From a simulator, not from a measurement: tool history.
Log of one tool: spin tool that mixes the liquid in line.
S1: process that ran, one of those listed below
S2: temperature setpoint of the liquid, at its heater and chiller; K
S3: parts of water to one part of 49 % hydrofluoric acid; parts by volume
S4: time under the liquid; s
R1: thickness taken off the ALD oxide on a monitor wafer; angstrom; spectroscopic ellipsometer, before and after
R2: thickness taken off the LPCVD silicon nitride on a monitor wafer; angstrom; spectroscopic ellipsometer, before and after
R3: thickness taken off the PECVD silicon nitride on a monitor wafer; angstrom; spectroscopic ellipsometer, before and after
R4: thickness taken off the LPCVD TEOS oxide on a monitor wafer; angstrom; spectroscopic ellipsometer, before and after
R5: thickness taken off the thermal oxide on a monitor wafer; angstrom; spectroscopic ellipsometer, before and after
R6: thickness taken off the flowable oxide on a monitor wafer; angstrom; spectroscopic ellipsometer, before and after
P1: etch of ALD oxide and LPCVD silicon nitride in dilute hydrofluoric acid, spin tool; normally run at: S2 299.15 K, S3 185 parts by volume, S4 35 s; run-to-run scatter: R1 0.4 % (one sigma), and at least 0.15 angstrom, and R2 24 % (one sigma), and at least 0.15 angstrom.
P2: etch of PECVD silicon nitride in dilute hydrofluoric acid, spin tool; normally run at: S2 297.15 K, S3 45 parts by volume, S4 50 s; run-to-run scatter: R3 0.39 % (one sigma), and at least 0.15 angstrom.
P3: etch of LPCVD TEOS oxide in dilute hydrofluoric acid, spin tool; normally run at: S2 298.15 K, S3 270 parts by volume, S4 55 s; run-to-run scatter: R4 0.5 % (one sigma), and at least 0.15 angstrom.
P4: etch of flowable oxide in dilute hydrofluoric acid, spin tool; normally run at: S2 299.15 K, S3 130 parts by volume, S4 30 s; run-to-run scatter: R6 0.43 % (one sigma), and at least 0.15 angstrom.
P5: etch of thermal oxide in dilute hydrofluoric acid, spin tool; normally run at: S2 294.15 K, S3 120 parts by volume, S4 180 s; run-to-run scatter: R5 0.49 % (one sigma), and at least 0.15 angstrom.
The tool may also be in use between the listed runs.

run	day	S1	S2	S3	S4	R1	R2	R3	R4	R5	R6
1	0.325	P1	299.15	185	35	60.008	1.49190				
2	0.704	P1	299.15	185	35	59.974	0.82257				
3	1.092	P2	304.15	45	50			91.760			
4	1.342	P1	299.15	185	35	59.949	1.13860				
5	1.608	P1	299.15	185	65	110.940	1.89960				
6	1.983	P1	299.15	185	35	60.075	0.86657				
7	2.362	P1	299.15	185	15	25.909	0.40048				
8	2.788	P1	299.15	95	35	129.830	2.03020				
9	3.167	P1	291.65	185	15	19.409	0.48081				
10	3.646	P1	304.15	185	35	71.409	2.24910				
11	4.100	P1	294.65	185	15	21.654	0.12777				
12	4.350	P1	299.15	310	35	31.440	0.92985				
13	4.642	P3	298.15	165	55				78.253		
14	4.925	P2	297.15	25	50			102.270			
15	5.158	P5	294.15	120	95					32.025	
16	5.567	P4	299.15	130	60						152.750
17	6.046	P2	297.15	45	90			104.180			
18	6.312	P5	294.15	35	180					233.220	
19	6.625	P4	295.65	130	30						66.767
20	6.879	P4	299.15	130	30						75.393
21	7.250	P1	291.15	185	35	43.800	0.89378				
22	7.662	P3	301.65	270	55				48.070		
23	8.129	P1	294.15	185	15	21.057	0.24268				
24	8.508	P3	298.15	270	55				43.189		
25	8.938	P2	297.15	45	50			57.906			
# day 9.254: thermometer replaced
26	9.404	P5	294.15	120	180					62.067	
27	9.862	P3	298.15	270	55				43.023		
28	10.308	P3	298.15	270	85				65.887		
29	10.617	P5	290.15	120	180					52.742	
30	11.083	P4	299.15	65	30						166.620
31	11.517	P1	299.15	185	35	59.922	1.02530				
32	11.921	P1	299.15	185	35	57.759	0.72510				
33	12.362	P1	299.15	185	35	57.004	1.32350				
34	12.850	P1	299.15	185	35	56.866	1.17960				
35	13.325	P1	299.15	185	35	56.061	1.34630				
36	13.762	P1	299.15	185	35	56.073	1.62050				
37	14.062	P1	299.15	185	35	55.817	1.27820				
38	14.292	P1	299.15	185	35	55.688	0.47553				
39	14.550	P1	299.15	185	35	55.791	1.32540				
40	14.875	P1	299.15	185	35	55.417	0.85524				

What P1 gives has crept away from where it was. These 2 causes fit the log equally well, each at the size given:
A: hydrofluoric acid flow below the setpoint (%) = 5.82
B: liquid colder than its thermometer reads (K) = 1.98
The creep began at about day 11.517.

4 check runs are offered, one wafer each, their results left as question marks. Which one tells the causes apart?
check 1	15.200	P3	298.15	270	55				?		
check 2	15.200	P5	294.15	120	180					?	
check 3	15.200	P4	299.15	130	30						?
check 4	15.200	P2	297.15	45	50			?			

What each check would give under each cause:
check	result	if A	if B
check 1	R4	39.579	39.853
check 2	R5	57.786	57.091
check 3	R6	70.971	70.529
check 4	R3	54.492	50.491
How far apart the two closest causes lie, in the result that separates them most: check 1 0.69 %; check 2 1.21 %; check 3 0.62 %; check 4 7.63 %
Only check 4 tells the causes apart: in the others they would give nearly the same result.

Check 4 was then run and gave: R3 54.283 angstrom. Which cause is it?

It is A: hydrofluoric acid flow below the setpoint (%).

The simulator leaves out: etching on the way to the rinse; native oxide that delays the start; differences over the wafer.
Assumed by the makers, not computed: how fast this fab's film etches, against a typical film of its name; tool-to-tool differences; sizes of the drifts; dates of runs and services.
